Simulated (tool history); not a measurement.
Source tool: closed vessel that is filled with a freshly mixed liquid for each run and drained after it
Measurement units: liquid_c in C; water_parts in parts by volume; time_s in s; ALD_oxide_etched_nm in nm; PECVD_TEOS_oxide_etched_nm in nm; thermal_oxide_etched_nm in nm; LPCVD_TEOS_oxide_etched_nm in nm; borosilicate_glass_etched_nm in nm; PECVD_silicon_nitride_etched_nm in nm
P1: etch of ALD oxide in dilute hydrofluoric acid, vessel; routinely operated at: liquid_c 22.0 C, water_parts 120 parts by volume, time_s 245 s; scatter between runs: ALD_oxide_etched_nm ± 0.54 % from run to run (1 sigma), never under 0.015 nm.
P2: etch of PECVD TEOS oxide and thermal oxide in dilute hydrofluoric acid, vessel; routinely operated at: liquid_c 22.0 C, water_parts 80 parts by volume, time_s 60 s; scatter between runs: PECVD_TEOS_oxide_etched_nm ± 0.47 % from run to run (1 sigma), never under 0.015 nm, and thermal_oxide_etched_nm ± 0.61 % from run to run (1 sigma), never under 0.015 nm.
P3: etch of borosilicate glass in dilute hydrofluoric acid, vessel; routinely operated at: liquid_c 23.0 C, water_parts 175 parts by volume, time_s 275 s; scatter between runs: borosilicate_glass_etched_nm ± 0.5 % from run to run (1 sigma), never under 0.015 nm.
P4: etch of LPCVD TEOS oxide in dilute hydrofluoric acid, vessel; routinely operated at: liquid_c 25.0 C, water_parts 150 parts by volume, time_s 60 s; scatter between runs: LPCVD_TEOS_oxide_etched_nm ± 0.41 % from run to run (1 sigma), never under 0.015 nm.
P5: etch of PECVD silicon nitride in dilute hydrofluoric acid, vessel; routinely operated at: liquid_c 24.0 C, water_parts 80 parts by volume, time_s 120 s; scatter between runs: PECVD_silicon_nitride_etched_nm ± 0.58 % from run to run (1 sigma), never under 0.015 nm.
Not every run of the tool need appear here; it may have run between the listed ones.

run,hour,process,liquid_c,water_parts,time_s,hours since the thermometer was replaced,hours since the hydrofluoric acid flow meter was replaced,ALD_oxide_etched_nm,PECVD_TEOS_oxide_etched_nm,thermal_oxide_etched_nm,LPCVD_TEOS_oxide_etched_nm,borosilicate_glass_etched_nm,PECVD_silicon_nitride_etched_nm
1,14.1,P1,22.0,120,245,1528.7,453.1,32.0900,,,,,
2,25.4,P2,22.0,80,110,1540.0,464.4,,18.741,6.0997,,,
3,40.0,P2,22.0,80,60,1554.6,479.0,,10.290,3.2922,,,
4,53.6,P1,22.0,120,445,1568.2,492.6,58.5530,,,,,
5,66.6,P1,22.0,120,245,1581.2,505.6,32.4860,,,,,
6,81.0,P2,22.0,20,60,1595.6,520.0,,43.967,14.5510,,,
7,90.2,P4,19.5,150,60,1604.8,529.2,,,,7.9877,,
8,99.6,P1,22.0,120,245,1614.2,538.6,32.2630,,,,,
9,112.5,P1,22.0,120,245,1627.1,551.5,32.0630,,,,,
10,124.1,P1,22.0,120,30,1638.7,563.1,3.9525,,,,,
11,137.8,P4,25.0,150,60,1652.4,576.8,,,,9.9292,,
12,150.5,P3,23.0,175,275,1665.1,589.5,,,,,46.302,
13,158.7,P1,22.0,60,245,1673.3,597.7,68.7580,,,,,
14,172.5,P3,23.0,175,455,1687.1,611.5,,,,,75.947,
15,181.0,P1,17.0,120,245,1695.6,620.0,26.2910,,,,,
16,190.0,P4,25.0,150,60,1704.6,629.0,,,,9.9032,,
17,201.8,P4,25.0,150,30,1716.4,640.8,,,,4.9519,,
18,216.7,P5,24.0,25,120,1731.3,655.7,,,,,,17.0510
19,226.6,P5,24.0,80,190,1741.2,665.6,,,,,,8.7590
20,234.7,P1,25.5,120,375,1749.3,673.7,56.7930,,,,,
21,242.8,P3,30.0,175,275,1757.4,681.8,,,,,59.288,
22,254.2,P5,24.0,80,120,1768.8,693.2,,,,,,5.5200
23,268.6,P5,24.0,80,120,1783.2,707.6,,,,,,5.6007
24,281.5,P5,32.0,80,120,1796.1,720.5,,,,,,9.3007
25,294.9,P2,22.0,80,60,1809.5,733.9,,10.233,3.3531,,,
26,309.6,P3,23.0,40,275,1824.2,748.6,,,,,235.620,
27,317.6,P2,17.0,80,60,1832.2,756.6,,8.229,2.6888,,,
28,329.0,P1,22.0,220,245,1843.6,768.0,15.8820,,,,,
29,341.6,P4,25.0,70,60,1856.2,780.6,,,,23.1900,,
30,350.8,P1,27.0,120,245,1865.4,789.8,38.9030,,,,,
31,360.9,P1,22.0,120,245,1875.5,799.9,31.9250,,,,,
32,375.9,P1,22.0,120,245,1890.5,814.9,33.0860,,,,,
33,390.5,P1,22.0,120,245,1905.1,829.5,33.7930,,,,,
34,404.2,P1,22.0,120,245,1918.8,843.2,34.0280,,,,,
35,410.8,P1,22.0,120,245,1925.4,849.8,34.4090,,,,,
36,422.7,P1,22.0,120,245,1937.3,861.7,34.0800,,,,,
37,432.6,P1,22.0,120,245,1947.2,871.6,34.4770,,,,,
38,441.7,P1,22.0,120,245,1956.3,880.7,34.6210,,,,,
39,450.1,P1,22.0,120,245,1964.7,889.1,34.1870,,,,,
40,463.2,P1,22.0,120,245,1977.8,902.2,34.5050,,,,,
41,471.8,P1,22.0,120,245,1986.4,910.8,34.1060,,,,,

What P1 gives has crept away from where it was. These 2 causes fit the log equally well, each at the size given:
A: hydrofluoric acid flow above the setpoint (%) = 5.99
B: liquid hotter than its thermometer reads (K) = 1.67
The gradual shift began around hour 360.9.

Each of the 4 check runs below uses one wafer; its results are left as question marks. Which run tells the causes apart?
check 1,480.4,P2,22.0,20,105,,,,?,?,,,
check 2,480.4,P5,30.0,30,120,,,,,,,,?
check 3,480.4,P3,28.0,175,275,,,,,,,?,
check 4,480.4,P4,25.0,95,35,,,,,,?,,

What each check would give under each cause:
check,result,if A,if B
check 1,PECVD_TEOS_oxide_etched_nm,81.849,82.795
check 1,thermal_oxide_etched_nm,26.8350,27.1450
check 2,PECVD_silicon_nitride_etched_nm,22.8210,24.0310
check 3,borosilicate_glass_etched_nm,59.294,58.666
check 4,LPCVD_TEOS_oxide_etched_nm,10.3780,10.3820
Per-check spread between the two closest causes, in the result where they differ most: check 1 1.15 %; check 2 5.16 %; check 3 1.06 %; check 4 0.03 %
Check 2 is the one run that separates the causes; every other check would come out nearly the same whichever cause is at work.

With check 2 done, the readings were: PECVD_silicon_nitride_etched_nm 23.9640 nm. Identify which of the listed causes applies.

The cause is B: liquid hotter than its thermometer reads (K).

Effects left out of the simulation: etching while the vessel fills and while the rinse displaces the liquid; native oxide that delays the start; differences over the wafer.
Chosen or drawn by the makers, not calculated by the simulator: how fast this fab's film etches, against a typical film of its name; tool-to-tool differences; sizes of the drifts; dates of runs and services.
